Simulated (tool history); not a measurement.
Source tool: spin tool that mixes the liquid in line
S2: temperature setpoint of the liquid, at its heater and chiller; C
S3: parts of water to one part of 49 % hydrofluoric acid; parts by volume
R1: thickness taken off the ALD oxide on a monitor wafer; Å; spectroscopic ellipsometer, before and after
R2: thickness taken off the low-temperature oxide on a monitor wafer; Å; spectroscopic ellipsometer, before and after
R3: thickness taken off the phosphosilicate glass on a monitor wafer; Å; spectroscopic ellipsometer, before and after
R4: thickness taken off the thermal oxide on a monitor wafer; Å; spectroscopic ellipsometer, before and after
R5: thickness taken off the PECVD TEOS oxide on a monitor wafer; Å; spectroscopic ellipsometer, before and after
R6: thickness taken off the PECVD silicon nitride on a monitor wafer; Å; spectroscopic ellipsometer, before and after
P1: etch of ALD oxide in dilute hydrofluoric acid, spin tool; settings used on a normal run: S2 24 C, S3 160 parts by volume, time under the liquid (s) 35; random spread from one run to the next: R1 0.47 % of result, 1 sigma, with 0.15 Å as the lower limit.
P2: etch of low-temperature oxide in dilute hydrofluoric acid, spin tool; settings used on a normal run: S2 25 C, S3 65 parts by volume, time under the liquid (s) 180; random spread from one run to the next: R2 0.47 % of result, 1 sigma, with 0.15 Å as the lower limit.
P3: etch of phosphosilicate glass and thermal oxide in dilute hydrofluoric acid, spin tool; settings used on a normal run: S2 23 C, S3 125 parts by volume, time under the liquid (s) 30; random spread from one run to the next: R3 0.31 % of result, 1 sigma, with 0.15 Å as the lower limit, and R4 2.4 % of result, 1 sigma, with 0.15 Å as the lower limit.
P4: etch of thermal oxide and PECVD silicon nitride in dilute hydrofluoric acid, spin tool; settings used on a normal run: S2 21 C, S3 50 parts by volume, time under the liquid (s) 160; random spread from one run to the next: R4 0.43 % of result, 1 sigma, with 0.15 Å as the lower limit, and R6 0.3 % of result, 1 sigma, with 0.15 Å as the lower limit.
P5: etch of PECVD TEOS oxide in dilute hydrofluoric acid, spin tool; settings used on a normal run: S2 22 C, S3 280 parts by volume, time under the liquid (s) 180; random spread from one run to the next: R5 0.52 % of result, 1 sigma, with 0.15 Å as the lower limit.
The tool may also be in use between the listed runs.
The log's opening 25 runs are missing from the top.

Run 26, day 5.400: process that ran P2, S2 25 C, S3 65 parts by volume, time under the liquid (s) 355. Result: R2 1116.80 Å.
Run 27, day 5.583: process that ran P4, S2 21 C, S3 50 parts by volume, time under the liquid (s) 160. Result: R4 144.4000 Å, R6 78.804 Å.
Run 28, day 5.783: process that ran P2, S2 25 C, S3 110 parts by volume, time under the liquid (s) 180. Result: R2 314.53 Å.
Run 29, day 6.062: process that ran P4, S2 21 C, S3 20 parts by volume, time under the liquid (s) 160. Result: R4 377.2500 Å, R6 189.720 Å.
Run 30, day 6.258: process that ran P1, S2 24 C, S3 230 parts by volume, time under the liquid (s) 35. Result: R1 43.664 Å.
Run 31, day 6.483: process that ran P3, S2 23 C, S3 125 parts by volume, time under the liquid (s) 15. Result: R3 128.56 Å, R4 4.5761 Å.
Run 32, day 6.675: process that ran P1, S2 24 C, S3 160 parts by volume, time under the liquid (s) 35. Result: R1 66.975 Å.
Run 33, day 6.888: process that ran P1, S2 24 C, S3 160 parts by volume, time under the liquid (s) 35. Result: R1 65.601 Å.
Run 34, day 7.029: process that ran P1, S2 24 C, S3 160 parts by volume, time under the liquid (s) 35. Result: R1 65.665 Å.
Run 35, day 7.242: process that ran P1, S2 24 C, S3 160 parts by volume, time under the liquid (s) 35. Result: R1 64.714 Å.
Run 36, day 7.392: process that ran P1, S2 24 C, S3 160 parts by volume, time under the liquid (s) 35. Result: R1 64.819 Å.

Predict the results of run 37:
Run 37, day 7.592: process that ran P1, S2 24 C, S3 160 parts by volume, time under the liquid (s) 35. Result: R1 ?.

{"run 37": {"R1": 64.052}}
